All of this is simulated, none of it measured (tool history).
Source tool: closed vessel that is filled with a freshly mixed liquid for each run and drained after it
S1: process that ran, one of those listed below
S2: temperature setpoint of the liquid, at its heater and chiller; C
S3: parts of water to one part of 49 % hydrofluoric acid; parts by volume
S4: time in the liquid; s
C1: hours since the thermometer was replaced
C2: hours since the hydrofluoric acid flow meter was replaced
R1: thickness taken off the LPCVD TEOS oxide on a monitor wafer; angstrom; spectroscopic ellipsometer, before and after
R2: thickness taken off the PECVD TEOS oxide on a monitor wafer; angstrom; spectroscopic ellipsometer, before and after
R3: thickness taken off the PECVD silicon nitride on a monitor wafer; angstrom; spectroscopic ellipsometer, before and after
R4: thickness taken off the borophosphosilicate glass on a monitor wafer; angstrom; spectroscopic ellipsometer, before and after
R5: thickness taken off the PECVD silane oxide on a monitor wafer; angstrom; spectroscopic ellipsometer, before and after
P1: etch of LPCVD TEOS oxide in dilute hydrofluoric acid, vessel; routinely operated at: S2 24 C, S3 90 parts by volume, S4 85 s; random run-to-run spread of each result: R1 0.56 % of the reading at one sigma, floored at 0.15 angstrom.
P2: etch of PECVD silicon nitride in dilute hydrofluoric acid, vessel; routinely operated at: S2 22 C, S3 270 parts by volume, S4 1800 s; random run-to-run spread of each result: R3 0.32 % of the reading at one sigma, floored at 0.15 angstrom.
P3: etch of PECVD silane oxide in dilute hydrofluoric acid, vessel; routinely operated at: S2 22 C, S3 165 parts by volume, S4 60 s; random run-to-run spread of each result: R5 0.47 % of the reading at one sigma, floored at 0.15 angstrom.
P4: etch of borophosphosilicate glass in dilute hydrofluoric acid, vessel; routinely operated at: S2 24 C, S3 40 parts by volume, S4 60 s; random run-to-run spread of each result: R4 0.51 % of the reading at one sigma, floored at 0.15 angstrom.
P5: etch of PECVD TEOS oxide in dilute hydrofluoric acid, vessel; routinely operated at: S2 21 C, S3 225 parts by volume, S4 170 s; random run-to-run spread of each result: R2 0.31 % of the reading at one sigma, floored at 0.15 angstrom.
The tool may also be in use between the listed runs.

run	hour	S1	S2	S3	S4	C1	C2	R1	R2	R3	R4	R5
1	10.2	P1	24	90	85	762.6	929.3	413.89				
2	22.8	P1	24	35	85	775.2	941.9	1132.8				
3	32.6	P5	28.5	225	170	785	951.7		184.23			
4	40.6	P2	22	270	1800	793	959.7			333.53		
5	56	P4	24	20	60	808.4	975.1				876.65	
6	65.2	P2	22	440	1800	817.6	984.3			206.53		
7	81.1	P4	24	40	30	833.5	1000.2				215.72	
8	93	P1	24	90	85	845.4	1012.1	411.11				
9	108.7	P1	24	145	85	861.1	1027.8	241.09				
10	119.8	P5	21	225	170	872.2	1038.9		140.09			
11	132.1	P3	22	165	30	884.5	1051.2					68.626
# hour 137.1: thermometer replaced
12	140.4	P4	24	40	60	3.3	1059.5				432.15	
13	152.6	P1	24	90	85	15.5	1071.7	409.06				
14	164.6	P1	24	90	85	27.5	1083.7	410.46				
15	179.6	P4	17.5	40	60	42.5	1098.7				327.66	
16	191.3	P5	21	105	170	54.2	1110.4		341.55			
17	204.1	P3	17	165	60	67	1123.2					112.87
18	214.5	P3	22	35	60	77.4	1133.6					755.42
19	230.2	P1	24	90	145	93.1	1149.3	700.24				
20	239.5	P1	17	90	85	102.4	1158.6	311.04				
21	247.9	P1	28.5	150	85	110.8	1167	273.64				
22	255.4	P1	24	90	30	118.3	1174.5	145.8				
23	269.5	P3	22	165	60	132.4	1188.6					137.33
24	284.6	P1	27.5	90	30	147.5	1203.7	168.31				
25	297.3	P1	24	90	85	160.2	1216.4	418.42				
26	311.3	P5	21	225	325	174.2	1230.4		270.79			
27	320.3	P1	24	90	85	183.2	1239.4	419.06				
28	337.1	P1	32	90	85	200	1256.2	562.05				
29	346.2	P2	22	270	1800	209.1	1265.3			334.35		
30	359.4	P2	17	270	1800	222.3	1278.5			241.78		
31	367.5	P2	22	270	3340	230.4	1286.6			616.58		
32	382.2	P3	22	165	60	245.1	1301.3					137.51
33	397.9	P1	24	90	85	260.8	1317	411.13				
34	413.3	P1	24	90	85	276.2	1332.4	392.08				
35	430.7	P1	24	90	85	293.6	1349.8	382.1				
36	441.7	P1	24	90	85	304.6	1360.8	379.36				
37	455.4	P1	24	90	85	318.3	1374.5	375.72				
38	463.5	P1	24	90	85	326.4	1382.6	376.88				
39	474.4	P1	24	90	85	337.3	1393.5	376.58				

The output of P1 has drifted from where it used to be. Each of the 2 causes below, taken at the size shown beside it, accounts for the log equally well:
A: hydrofluoric acid flow below the setpoint (%) = 8.01
B: liquid colder than its thermometer reads (K) = 2.32
Onset of the creep was near hour 397.9.

Below are 4 check runs, each on a single wafer, with their results shown as question marks. Which of them would tell the listed causes apart, meaning the causes would give clearly different results under it?
check 1	485.3	P4	24	25	60						?	
check 2	485.3	P3	22	100	60							?
check 3	485.3	P5	21	150	290				?			
check 4	485.3	P2	22	435	3180					?		

How each check would come out, cause by cause:
check	result	if A	if B
check 1	R4	644.29	636.74
check 2	R5	221.59	221.38
check 3	R2	352.71	354.41
check 4	R3	341.68	322.1
Per check, the gap between the least separated pair of causes, taken in the result that splits them most: check 1 1.18 %; check 2 0.09 %; check 3 0.48 %; check 4 5.9 %
Of the check runs offered, only check 4 discriminates between the causes; the rest would read about the same regardless of which cause applies.

Then check 4 was run and gave: R3 341.37 angstrom. Which cause is it?

The correct cause is A, namely: hydrofluoric acid flow below the setpoint (%).

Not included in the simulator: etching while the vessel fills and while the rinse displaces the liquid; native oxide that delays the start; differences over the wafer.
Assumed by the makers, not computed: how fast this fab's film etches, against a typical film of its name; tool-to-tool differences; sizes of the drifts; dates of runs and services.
